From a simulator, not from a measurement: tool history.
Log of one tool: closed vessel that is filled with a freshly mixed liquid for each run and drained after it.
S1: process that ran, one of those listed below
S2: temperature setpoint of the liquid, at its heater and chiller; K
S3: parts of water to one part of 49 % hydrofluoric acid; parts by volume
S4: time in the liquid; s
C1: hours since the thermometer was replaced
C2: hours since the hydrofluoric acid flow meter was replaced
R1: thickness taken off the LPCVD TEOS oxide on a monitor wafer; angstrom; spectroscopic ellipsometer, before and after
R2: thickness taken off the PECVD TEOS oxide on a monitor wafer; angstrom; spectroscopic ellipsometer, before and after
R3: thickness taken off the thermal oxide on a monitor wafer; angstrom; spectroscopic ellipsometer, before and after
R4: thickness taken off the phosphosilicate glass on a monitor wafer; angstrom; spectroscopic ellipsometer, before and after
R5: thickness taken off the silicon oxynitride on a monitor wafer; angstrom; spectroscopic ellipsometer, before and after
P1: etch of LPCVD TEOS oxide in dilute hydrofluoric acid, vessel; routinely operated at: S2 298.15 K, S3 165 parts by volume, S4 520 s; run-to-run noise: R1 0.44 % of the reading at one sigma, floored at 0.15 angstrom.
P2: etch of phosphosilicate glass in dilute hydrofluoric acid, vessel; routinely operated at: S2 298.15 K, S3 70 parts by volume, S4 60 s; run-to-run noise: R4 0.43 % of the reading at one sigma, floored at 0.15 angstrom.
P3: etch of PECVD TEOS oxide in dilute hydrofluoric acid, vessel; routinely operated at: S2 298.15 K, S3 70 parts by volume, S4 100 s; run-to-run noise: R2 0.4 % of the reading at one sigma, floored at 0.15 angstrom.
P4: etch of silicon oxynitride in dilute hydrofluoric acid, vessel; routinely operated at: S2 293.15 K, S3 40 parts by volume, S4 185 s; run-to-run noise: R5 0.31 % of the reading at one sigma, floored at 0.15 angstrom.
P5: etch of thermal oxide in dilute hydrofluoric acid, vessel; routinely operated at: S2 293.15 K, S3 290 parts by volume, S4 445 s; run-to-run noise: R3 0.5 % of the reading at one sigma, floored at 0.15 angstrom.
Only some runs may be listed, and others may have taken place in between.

run	day	S1	S2	S3	S4	C1	C2	R1	R2	R3	R4	R5
1	0.342	P1	298.15	165	520	633.3	561.8	528.99				
2	0.808	P1	294.15	95	520	644.5	573	839.09				
3	1.317	P3	302.15	70	100	656.7	585.2		261.85			
4	1.692	P5	293.15	290	445	665.7	594.2			49.949		
5	1.996	P2	298.15	70	60	673	601.5				536.67	
6	2.258	P1	298.15	260	520	679.3	607.8	298.62				
7	2.75	P5	293.15	55	445	691.1	619.6			338.73		
8	3.312	P2	298.15	70	60	704.6	633.1				538.08	
9	3.571	P2	298.15	70	30	710.8	639.3				268.69	
10	4.025	P4	293.15	55	185	721.7	650.2					88.037
11	4.442	P3	298.15	70	100	731.7	660.2		223.88			
12	5.012	P1	298.15	165	290	745.4	673.9	294.02				
13	5.533	P1	298.15	165	520	757.9	686.4	523.11				
14	5.871	P3	298.15	70	155	766	694.5		346.63			
15	6.283	P1	298.15	165	520	775.9	704.4	524.99				
16	6.596	P3	298.15	20	100	783.4	711.9		835.51			
17	7.167	P1	304.15	165	520	797.1	725.6	651.21				
18	7.5	P5	293.15	290	710	805.1	733.6			80.754		
19	8	P3	298.15	70	100	817.1	745.6		223.51			
20	8.267	P1	298.15	45	520	823.5	752	2248.5				
21	8.854	P1	298.15	165	520	837.6	766.1	526.69				
22	9.2	P1	294.15	165	520	845.9	774.4	450.96				
23	9.638	P2	294.15	70	60	856.4	784.9				453.96	
24	10.012	P4	290.15	40	185	865.4	793.9					104.89
25	10.533	P4	293.15	40	280	877.9	806.4					184.36
26	11.083	P4	293.15	40	185	891.1	819.6					122.06
27	11.438	P2	298.15	125	60	899.6	828.1				278.63	
28	11.829	P1	298.15	165	1020	909	837.5	1034.8				
29	12.088	P1	298.15	165	520	915.2	843.7	525.92				
30	12.554	P1	298.15	165	520	926.4	854.9	525.76				
31	12.925	P5	301.15	290	445	935.3	863.8			65.848		
32	13.412	P1	298.15	165	520	947	875.5	522.19				
33	13.712	P1	298.15	165	520	954.2	882.7	536.11				
34	13.975	P1	298.15	165	520	960.5	889	538.76				
35	14.433	P1	298.15	165	520	971.5	900	549.17				
36	14.712	P1	298.15	165	520	978.2	906.7	550.26				
37	15.062	P1	298.15	165	520	986.6	915.1	552.28				
38	15.542	P1	298.15	165	520	998.1	926.6	556.68				
39	16.054	P1	298.15	165	520	1010.4	938.9	553.64				
40	16.525	P1	298.15	165	520	1021.7	950.2	559.28				

Run 41 comes next. What will it give?
41	16.983	P1	298.15	165	520	1032.7	961.2	?				

Run 41 produced R1 553.82 angstrom.
